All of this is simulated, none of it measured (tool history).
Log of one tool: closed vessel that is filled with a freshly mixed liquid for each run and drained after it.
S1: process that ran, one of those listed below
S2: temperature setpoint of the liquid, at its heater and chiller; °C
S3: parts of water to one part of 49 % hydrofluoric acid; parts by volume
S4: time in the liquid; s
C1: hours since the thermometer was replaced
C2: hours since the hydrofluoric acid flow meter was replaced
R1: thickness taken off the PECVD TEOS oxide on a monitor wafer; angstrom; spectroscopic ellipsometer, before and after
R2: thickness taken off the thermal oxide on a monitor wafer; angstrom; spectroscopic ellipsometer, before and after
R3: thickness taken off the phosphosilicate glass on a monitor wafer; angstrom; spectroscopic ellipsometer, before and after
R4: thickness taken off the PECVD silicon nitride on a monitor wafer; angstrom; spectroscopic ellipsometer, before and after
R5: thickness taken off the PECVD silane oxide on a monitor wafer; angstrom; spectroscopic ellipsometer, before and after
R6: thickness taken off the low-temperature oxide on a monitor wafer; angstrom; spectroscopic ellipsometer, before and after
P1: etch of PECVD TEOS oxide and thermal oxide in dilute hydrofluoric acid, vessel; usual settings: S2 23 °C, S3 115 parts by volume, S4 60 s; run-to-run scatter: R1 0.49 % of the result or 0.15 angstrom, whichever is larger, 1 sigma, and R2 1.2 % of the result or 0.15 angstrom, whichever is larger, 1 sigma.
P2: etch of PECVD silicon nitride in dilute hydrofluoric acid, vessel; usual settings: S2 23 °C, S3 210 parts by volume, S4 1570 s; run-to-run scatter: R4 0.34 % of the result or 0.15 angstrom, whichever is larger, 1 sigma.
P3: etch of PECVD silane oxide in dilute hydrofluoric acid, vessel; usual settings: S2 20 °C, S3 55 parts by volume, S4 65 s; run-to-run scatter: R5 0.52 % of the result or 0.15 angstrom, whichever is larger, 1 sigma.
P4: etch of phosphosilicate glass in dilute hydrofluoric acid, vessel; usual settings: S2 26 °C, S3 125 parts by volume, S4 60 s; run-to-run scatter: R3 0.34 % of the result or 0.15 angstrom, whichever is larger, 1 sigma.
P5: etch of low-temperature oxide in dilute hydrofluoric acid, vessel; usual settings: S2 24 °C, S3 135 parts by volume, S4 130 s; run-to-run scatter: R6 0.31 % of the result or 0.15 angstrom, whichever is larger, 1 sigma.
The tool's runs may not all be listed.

| run | day | S1 | S2 | S3 | S4 | C1 | C2 | R1 | R2 | R3 | R4 | R5 | R6 |
|---|---|---|---|---|---|---|---|---|---|---|---|---|---|
| 1 | 0.167 | P1 | 23 | 115 | 60 | 426.6 | 369.1 | 74.797 | 21.657 |  |  |  |  |
| 2 | 0.317 | P4 | 26 | 45 | 60 | 430.2 | 372.7 |  |  | 1179 |  |  |  |
| 3 | 0.479 | P1 | 23 | 115 | 60 | 434.1 | 376.6 | 74.743 | 22 |  |  |  |  |
| 4 | 0.588 | P4 | 26 | 125 | 60 | 436.7 | 379.2 |  |  | 381.17 |  |  |  |
| 5 | 0.775 | P2 | 23 | 210 | 2875 | 441.2 | 383.7 |  |  |  | 430.5 |  |  |
| 6 | 0.875 | P1 | 23 | 115 | 60 | 443.6 | 386.1 | 74.516 | 21.476 |  |  |  |  |
| 7 | 1.033 | P2 | 23 | 210 | 1570 | 447.4 | 389.9 |  |  |  | 235.79 |  |  |
| 8 | 1.138 | P1 | 23 | 115 | 60 | 449.9 | 392.4 | 74.78 | 21.753 |  |  |  |  |
| 9 | 1.292 | P3 | 20 | 55 | 65 | 453.6 | 396.1 |  |  |  |  | 159.75 |  |
| 10 | 1.417 | P1 | 17 | 115 | 95 | 456.6 | 399.1 | 92.868 | 27.335 |  |  |  |  |
| 11 | 1.596 | P1 | 23 | 115 | 105 | 460.9 | 403.4 | 130.51 | 38.027 |  |  |  |  |
| 12 | 1.729 | P1 | 23 | 115 | 30 | 464.1 | 406.6 | 37.029 | 11.04 |  |  |  |  |
|  | 1.85 | thermometer replaced |
| 13 | 1.858 | P5 | 24 | 195 | 130 | 0.2 | 409.7 |  |  |  |  |  | 131.47 |
| 14 | 1.967 | P1 | 23 | 115 | 60 | 2.8 | 412.3 | 74.222 | 21.78 |  |  |  |  |
| 15 | 2.083 | P4 | 26 | 125 | 110 | 5.6 | 415.1 |  |  | 695.11 |  |  |  |
| 16 | 2.171 | P3 | 17 | 55 | 65 | 7.7 | 417.2 |  |  |  |  | 138.89 |  |
| 17 | 2.308 | P1 | 17 | 115 | 60 | 11 | 420.5 | 58.354 | 16.971 |  |  |  |  |
| 18 | 2.412 | P2 | 23 | 310 | 1570 | 13.5 | 423 |  |  |  | 160.91 |  |  |
| 19 | 2.517 | P1 | 23 | 165 | 60 | 16 | 425.5 | 48.726 | 14.081 |  |  |  |  |
| 20 | 2.658 | P2 | 27 | 210 | 1570 | 19.4 | 428.9 |  |  |  | 303.73 |  |  |
| 21 | 2.788 | P4 | 18.5 | 125 | 60 | 22.5 | 432 |  |  | 284.59 |  |  |  |
| 22 | 2.979 | P5 | 24 | 135 | 130 | 27.1 | 436.6 |  |  |  |  |  | 202.35 |
| 23 | 3.062 | P4 | 26 | 125 | 60 | 29.1 | 438.6 |  |  | 382.04 |  |  |  |
| 24 | 3.25 | P3 | 20 | 105 | 65 | 33.6 | 443.1 |  |  |  |  | 77.928 |  |
| 25 | 3.425 | P2 | 23 | 210 | 1570 | 37.8 | 447.3 |  |  |  | 234.84 |  |  |
| 26 | 3.508 | P1 | 29 | 115 | 60 | 39.8 | 449.3 | 94.241 | 27.597 |  |  |  |  |
| 27 | 3.617 | P3 | 20 | 55 | 65 | 42.4 | 451.9 |  |  |  |  | 156.57 |  |
| 28 | 3.754 | P5 | 17 | 135 | 130 | 45.7 | 455.2 |  |  |  |  |  | 153.66 |
| 29 | 3.883 | P1 | 23 | 65 | 60 | 48.8 | 458.3 | 141.42 | 40.269 |  |  |  |  |
| 30 | 4.021 | P3 | 20 | 55 | 110 | 52.1 | 461.6 |  |  |  |  | 267.45 |  |
| 31 | 4.179 | P5 | 24 | 135 | 30 | 55.9 | 465.4 |  |  |  |  |  | 47.137 |
| 32 | 4.3 | P1 | 23 | 115 | 60 | 58.8 | 468.3 | 74.161 | 21.7 |  |  |  |  |
| 33 | 4.446 | P1 | 23 | 115 | 60 | 62.3 | 471.8 | 76.941 | 21.944 |  |  |  |  |
| 34 | 4.608 | P1 | 23 | 115 | 60 | 66.2 | 475.7 | 79.445 | 23.148 |  |  |  |  |
| 35 | 4.796 | P1 | 23 | 115 | 60 | 70.7 | 480.2 | 80.174 | 23.435 |  |  |  |  |
| 36 | 4.925 | P1 | 23 | 115 | 60 | 73.8 | 483.3 | 79.839 | 23.416 |  |  |  |  |
| 37 | 5.025 | P1 | 23 | 115 | 60 | 76.2 | 485.7 | 80.167 | 23.698 |  |  |  |  |
| 38 | 5.138 | P1 | 23 | 115 | 60 | 78.9 | 488.4 | 81.438 | 23.395 |  |  |  |  |
| 39 | 5.254 | P1 | 23 | 115 | 60 | 81.7 | 491.2 | 81.279 | 23.833 |  |  |  |  |
| 40 | 5.362 | P1 | 23 | 115 | 60 | 84.3 | 493.8 | 81.185 | 23.835 |  |  |  |  |
| 41 | 5.529 | P1 | 23 | 115 | 60 | 88.3 | 497.8 | 82.079 | 23.734 |  |  |  |  |
| 42 | 5.646 | P1 | 23 | 115 | 60 | 91.1 | 500.6 | 81.471 | 23.871 |  |  |  |  |
| 43 | 5.762 | P1 | 23 | 115 | 60 | 93.9 | 503.4 | 81.674 | 23.405 |  |  |  |  |

What P1 gives has crept away from where it was. These 2 causes fit the log equally well, each at the size given:
A: hydrofluoric acid flow above the setpoint (%) = 8.6
B: liquid hotter than its thermometer reads (K) = 2.39
The creep began at about day 4.3.

4 check runs are offered, one wafer each, their results left as question marks. Which one tells the causes apart?
| check 1 | 5.879 | P3 | 20 | 75 | 65 |  |  |  |  |  |  | ? |  |
| check 2 | 5.879 | P5 | 18 | 135 | 130 |  |  |  |  |  |  |  | ? |
| check 3 | 5.879 | P2 | 23 | 210 | 2715 |  |  |  |  |  | ? |  |  |
| check 4 | 5.879 | P4 | 20.5 | 125 | 60 |  |  |  |  | ? |  |  |  |

What each check would give under each cause:
| check | result | if A | if B |
|---|---|---|---|
| check 1 | R5 | 123.28 | 124.44 |
| check 2 | R6 | 175.46 | 176.05 |
| check 3 | R4 | 442.01 | 473.6 |
| check 4 | R3 | 336.42 | 336.99 |
How far apart the two closest causes lie, in the result that separates them most: check 1 0.94 %; check 2 0.34 %; check 3 6.9 %; check 4 0.17 %
Check 3 tells the causes apart: in the others they would give nearly the same result.

Check 3 was then run and gave: R4 440.67 angstrom. Which cause is it?

It is A: hydrofluoric acid flow above the setpoint (%).

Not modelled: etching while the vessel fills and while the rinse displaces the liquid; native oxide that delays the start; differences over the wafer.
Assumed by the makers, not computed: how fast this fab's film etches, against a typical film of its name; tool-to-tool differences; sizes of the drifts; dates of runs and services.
